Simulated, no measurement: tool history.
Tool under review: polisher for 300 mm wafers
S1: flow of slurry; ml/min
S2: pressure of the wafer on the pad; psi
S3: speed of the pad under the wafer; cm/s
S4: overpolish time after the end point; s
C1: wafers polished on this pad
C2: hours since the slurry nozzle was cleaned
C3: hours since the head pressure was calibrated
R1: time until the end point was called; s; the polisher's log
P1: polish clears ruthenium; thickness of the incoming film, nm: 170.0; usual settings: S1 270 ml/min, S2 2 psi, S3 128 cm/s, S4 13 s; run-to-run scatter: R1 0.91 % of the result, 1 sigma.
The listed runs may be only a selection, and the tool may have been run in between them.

| run | day | S1 | S2 | S3 | S4 | C1 | C2 | C3 | R1 |
|---|---|---|---|---|---|---|---|---|---|
| 1 | 0.508 | 270 | 2 | 128 | 13 | 296 | 309.7 | 405.1 | 104.79 |
| 2 | 0.888 | 270 | 2 | 128 | 13 | 392 | 318.8 | 414.2 | 103.78 |
| 3 | 1.254 | 160 | 2 | 128 | 13 | 485 | 327.6 | 423 | 113.31 |
| 4 | 1.562 | 270 | 2 | 128 | 13 | 563 | 335 | 430.4 | 105.32 |
| 5 | 1.992 | 270 | 3.1 | 128 | 13 | 671 | 345.3 | 440.7 | 68.312 |
| 6 | 2.271 | 270 | 2 | 128 | 13 | 742 | 352 | 447.4 | 105.04 |
| 7 | 2.792 | 270 | 0.9 | 128 | 13 | 874 | 364.5 | 459.9 | 236.72 |
| 8 | 3.275 | 270 | 3 | 82 | 13 | 996 | 376.1 | 471.5 | 108.34 |
| 9 | 3.788 | 270 | 2 | 128 | 13 | 1126 | 388.4 | 483.8 | 104.5 |
| 10 | 4.221 | 390 | 2 | 128 | 13 | 1236 | 398.8 | 494.2 | 102.66 |
| 11 | 4.662 | 270 | 2 | 128 | 13 | 1348 | 409.4 | 504.8 | 106.56 |
| 12 | 4.992 | 270 | 2.9 | 128 | 4 | 1431 | 417.3 | 512.7 | 72.765 |
|  | 5.138 | slurry nozzle cleaned |
| 13 | 5.375 | 270 | 2 | 128 | 4 | 1528 | 5.8 | 521.9 | 106.54 |
| 14 | 5.642 | 270 | 2 | 128 | 26 | 1595 | 12.2 | 528.3 | 106.27 |
| 15 | 6.071 | 270 | 2 | 200 | 13 | 1704 | 22.5 | 538.6 | 67.598 |
| 16 | 6.496 | 270 | 2 | 66 | 13 | 1812 | 32.7 | 548.8 | 203.6 |
| 17 | 6.821 | 270 | 2 | 128 | 13 | 1894 | 40.5 | 556.6 | 106.73 |
| 18 | 7.192 | 270 | 2 | 128 | 13 | 1988 | 49.4 | 565.5 | 108.2 |
| 19 | 7.708 | 270 | 2 | 128 | 13 | 2119 | 61.8 | 577.9 | 110.46 |
| 20 | 8.138 | 270 | 2 | 128 | 13 | 2227 | 72.1 | 588.2 | 111.31 |
| 21 | 8.688 | 270 | 2 | 128 | 13 | 2367 | 85.3 | 601.4 | 112.77 |

Estimate the outcome of run 22 from the log above:
| 22 | 8.962 | 270 | 2 | 128 | 13 | 2436 | 91.9 | 608 | ? |

Run 22 yielded R1 112.52 s.
